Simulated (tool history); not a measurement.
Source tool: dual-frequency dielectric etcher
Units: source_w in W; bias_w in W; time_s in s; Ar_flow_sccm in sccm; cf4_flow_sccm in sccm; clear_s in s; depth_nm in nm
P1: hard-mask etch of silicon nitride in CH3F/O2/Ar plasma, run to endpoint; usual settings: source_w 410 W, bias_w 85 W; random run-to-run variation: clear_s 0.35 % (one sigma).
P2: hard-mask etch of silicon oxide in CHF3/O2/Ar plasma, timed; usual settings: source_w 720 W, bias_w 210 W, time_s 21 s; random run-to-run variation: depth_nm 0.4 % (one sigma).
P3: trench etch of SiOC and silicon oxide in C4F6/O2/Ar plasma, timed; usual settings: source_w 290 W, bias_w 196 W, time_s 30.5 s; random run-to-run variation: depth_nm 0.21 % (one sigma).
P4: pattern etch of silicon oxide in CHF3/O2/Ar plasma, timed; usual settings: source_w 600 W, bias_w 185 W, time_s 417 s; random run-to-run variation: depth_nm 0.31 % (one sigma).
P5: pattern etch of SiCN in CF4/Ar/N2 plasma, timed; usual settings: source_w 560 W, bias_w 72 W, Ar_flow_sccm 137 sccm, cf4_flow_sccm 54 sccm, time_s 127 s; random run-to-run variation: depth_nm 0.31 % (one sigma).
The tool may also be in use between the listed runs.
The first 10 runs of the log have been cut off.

| run | hour | process | source_w | bias_w | time_s | Ar_flow_sccm | cf4_flow_sccm | clear_s | depth_nm |
|---|---|---|---|---|---|---|---|---|---|
| 11 | 70 | P1 | 410 | 119 |  |  |  | 42.285 |  |
| 12 | 75.8 | P1 | 410 | 68 |  |  |  | 51.551 |  |
| 13 | 81 | P4 | 600 | 224 | 417 |  |  |  | 892.3 |
| 14 | 86.2 | P3 | 350 | 196 | 30.5 |  |  |  | 58.224 |
| 15 | 93.6 | P1 | 410 | 85 |  |  |  | 47.664 |  |
| 16 | 101.5 | P4 | 720 | 185 | 417 |  |  |  | 892.12 |
| 17 | 109.6 | P1 | 410 | 85 |  |  |  | 47.637 |  |
| 18 | 117 | P1 | 500 | 85 |  |  |  | 44.05 |  |
| 19 | 124.1 | P2 | 720 | 210 | 21 |  |  |  | 46.052 |
| 20 | 129.9 | P2 | 720 | 210 | 16 |  |  |  | 35.045 |
| 21 | 134.2 | P1 | 410 | 85 |  |  |  | 47.715 |  |
| 22 | 140.7 | P4 | 600 | 185 | 322.5 |  |  |  | 649.83 |
| 23 | 145.8 | P1 | 410 | 85 |  |  |  | 47.572 |  |

Expected results for the next run?
| 24 | 150.2 | P3 | 290 | 138 | 30.5 |  |  |  | ? |

{"run 24": {"depth_nm": 48.298}}
